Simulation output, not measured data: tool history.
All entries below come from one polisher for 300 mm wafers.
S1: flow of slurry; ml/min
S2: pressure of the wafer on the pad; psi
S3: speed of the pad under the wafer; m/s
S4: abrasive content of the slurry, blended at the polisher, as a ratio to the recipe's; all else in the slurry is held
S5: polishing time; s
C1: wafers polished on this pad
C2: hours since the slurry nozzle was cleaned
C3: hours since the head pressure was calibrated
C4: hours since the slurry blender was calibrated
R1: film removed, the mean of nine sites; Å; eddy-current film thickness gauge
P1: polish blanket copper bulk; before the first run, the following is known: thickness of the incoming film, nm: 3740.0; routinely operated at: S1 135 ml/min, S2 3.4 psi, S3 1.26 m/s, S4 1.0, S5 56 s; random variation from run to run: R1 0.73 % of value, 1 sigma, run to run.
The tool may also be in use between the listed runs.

{"run": 1, "day": 0.188, "S1": 135, "S2": 3.4, "S3": 1.26, "S4": 1.0, "S5": 56, "C1": 220, "C2": 130.3, "C3": 367.2, "C4": 164.5, "R1": 8196.9}
{"run": 2, "day": 0.429, "S1": 135, "S2": 2.5, "S3": 1.26, "S4": 1.0, "S5": 56, "C1": 261, "C2": 136.1, "C3": 373.0, "C4": 170.3, "R1": 6060.7}
{"run": 3, "day": 0.617, "S1": 135, "S2": 3.4, "S3": 1.26, "S4": 1.0, "S5": 82, "C1": 293, "C2": 140.6, "C3": 377.5, "C4": 174.8, "R1": 12180.0}
{"run": 4, "day": 0.829, "S1": 80, "S2": 3.4, "S3": 1.26, "S4": 1.0, "S5": 56, "C1": 329, "C2": 145.7, "C3": 382.6, "C4": 179.9, "R1": 7282.8}
{"run": 5, "day": 1.221, "S1": 135, "S2": 3.4, "S3": 1.26, "S4": 1.0, "S5": 56, "C1": 395, "C2": 155.1, "C3": 392.0, "C4": 189.3, "R1": 8129.6}
{"run": 6, "day": 1.625, "S1": 135, "S2": 3.4, "S3": 1.26, "S4": 1.5, "S5": 56, "C1": 463, "C2": 164.8, "C3": 401.7, "C4": 199.0, "R1": 9020.3}
{"run": 7, "day": 1.908, "S1": 135, "S2": 3.4, "S3": 1.26, "S4": 1.0, "S5": 56, "C1": 511, "C2": 171.6, "C3": 408.5, "C4": 205.8, "R1": 8092.9}
{"run": 8, "day": 2.279, "S1": 135, "S2": 3.4, "S3": 1.26, "S4": 1.0, "S5": 56, "C1": 573, "C2": 180.5, "C3": 417.4, "C4": 214.7, "R1": 8242.8}
{"run": 9, "day": 2.671, "S1": 135, "S2": 3.4, "S3": 2.0, "S4": 1.0, "S5": 56, "C1": 639, "C2": 189.9, "C3": 426.8, "C4": 224.1, "R1": 13040.0}
{"run": 10, "day": 2.908, "S1": 135, "S2": 4.2, "S3": 1.26, "S4": 1.0, "S5": 80, "C1": 679, "C2": 195.6, "C3": 432.5, "C4": 229.8, "R1": 14466.0}
{"run": 11, "day": 3.204, "S1": 135, "S2": 3.4, "S3": 1.26, "S4": 0.6, "S5": 56, "C1": 729, "C2": 202.7, "C3": 439.6, "C4": 236.9, "R1": 7419.2}
{"run": 12, "day": 3.529, "S1": 135, "S2": 4.8, "S3": 1.26, "S4": 1.0, "S5": 32, "C1": 784, "C2": 210.5, "C3": 447.4, "C4": 244.7, "R1": 6707.6}
{"run": 13, "day": 3.762, "S1": 200, "S2": 3.4, "S3": 1.26, "S4": 1.0, "S5": 56, "C1": 824, "C2": 216.1, "C3": 453.0, "C4": 250.3, "R1": 8775.4}
{"run": 14, "day": 4.088, "S1": 135, "S2": 3.4, "S3": 1.26, "S4": 1.0, "S5": 34, "C1": 878, "C2": 223.9, "C3": 460.8, "C4": 258.1, "R1": 5034.0}
{"run": 15, "day": 4.288, "S1": 135, "S2": 3.4, "S3": 0.58, "S4": 1.0, "S5": 56, "C1": 912, "C2": 228.7, "C3": 465.6, "C4": 262.9, "R1": 3773.6}
{"run": 16, "day": 4.525, "S1": 85, "S2": 3.4, "S3": 0.76, "S4": 1.0, "S5": 56, "C1": 952, "C2": 234.4, "C3": 471.3, "C4": 268.6, "R1": 4443.8}
{"run": 17, "day": 4.9, "S1": 135, "S2": 5.3, "S3": 1.26, "S4": 1.0, "S5": 56, "C1": 1016, "C2": 243.4, "C3": 480.3, "C4": 277.6, "R1": 12863.0}
{"run": 18, "day": 5.146, "S1": 135, "S2": 3.4, "S3": 1.26, "S4": 1.0, "S5": 56, "C1": 1057, "C2": 249.3, "C3": 486.2, "C4": 283.5, "R1": 8171.8}
{"run": 19, "day": 5.375, "S1": 135, "S2": 3.4, "S3": 1.26, "S4": 1.0, "S5": 56, "C1": 1096, "C2": 254.8, "C3": 491.7, "C4": 289.0, "R1": 7911.0}
{"run": 20, "day": 5.783, "S1": 135, "S2": 3.4, "S3": 1.26, "S4": 1.0, "S5": 56, "C1": 1165, "C2": 264.6, "C3": 501.5, "C4": 298.8, "R1": 7522.5}
{"day": 6.029, "done": "head pressure recalibrated"}
{"day": 6.125, "done": "slurry blender recalibrated"}
{"run": 21, "day": 6.138, "S1": 135, "S2": 3.4, "S3": 1.26, "S4": 1.0, "S5": 56, "C1": 1224, "C2": 273.1, "C3": 2.7, "C4": 0.4, "R1": 7409.8}
{"run": 22, "day": 6.488, "S1": 135, "S2": 3.4, "S3": 1.26, "S4": 1.0, "S5": 56, "C1": 1284, "C2": 281.5, "C3": 11.1, "C4": 8.8, "R1": 7404.2}
{"run": 23, "day": 6.762, "S1": 135, "S2": 3.4, "S3": 1.26, "S4": 1.0, "S5": 56, "C1": 1330, "C2": 288.1, "C3": 17.7, "C4": 15.4, "R1": 7275.2}
{"run": 24, "day": 7.062, "S1": 135, "S2": 3.4, "S3": 1.26, "S4": 1.0, "S5": 56, "C1": 1381, "C2": 295.3, "C3": 24.9, "C4": 22.6, "R1": 7233.0}

The output of P1 has drifted from where it used to be. Each of the 2 causes below, taken at the size shown beside it, accounts for the log equally well:
A: slurry flow missing at the pad, % = 39.4
B: removal rate lost through wear of the pad, % = 11.4
The creep began at about day 5.146.
The rest of the possible causes, and what rules out each one:
head's pressure below its setpoint, %: serviced at day 6.029, after the change had begun; the process did not return to its earlier output
abrasive missing from the slurry, %: serviced at day 6.125, after the change had begun; the process did not return to its earlier output

Which of the check runs below tells the causes apart, meaning the causes would give it clearly different results? Each run uses 3 wafers whose results are averaged, and each result is shown as a question mark.
{"run": "check 1", "day": 7.362, "S1": 135, "S2": 3.4, "S3": 0.72, "S4": 1.5, "S5": 56, "R1": "?"}
{"run": "check 2", "day": 7.362, "S1": 135, "S2": 3.4, "S3": 1.88, "S4": 1.0, "S5": 73, "R1": "?"}
{"run": "check 3", "day": 7.362, "S1": 190, "S2": 3.4, "S3": 1.26, "S4": 1.45, "S5": 56, "R1": "?"}
{"run": "check 4", "day": 7.362, "S1": 135, "S2": 3.4, "S3": 1.94, "S4": 0.75, "S5": 56, "R1": "?"}

What each check would give under each cause:
check=check_1 result=R1 if_A=4565.4 if_B=4568.3
check=check_2 result=R1 if_A=14217.0 if_B=14226.0
check=check_3 result=R1 if_A=8664.5 if_B=8394.6
check=check_4 result=R1 if_A=10593.0 if_B=10599.0
How far apart the two closest causes lie, in the result that separates them most: check 1 0.06 %; check 2 0.06 %; check 3 3.17 %; check 4 0.06 %
Only check 3 tells the causes apart: in the others they would give nearly the same result.

Check 3 has now been run. It gave: R1 8469.0 Å. Which of the candidate causes is it?

Of the candidate causes, it is B: removal rate lost through wear of the pad, %.
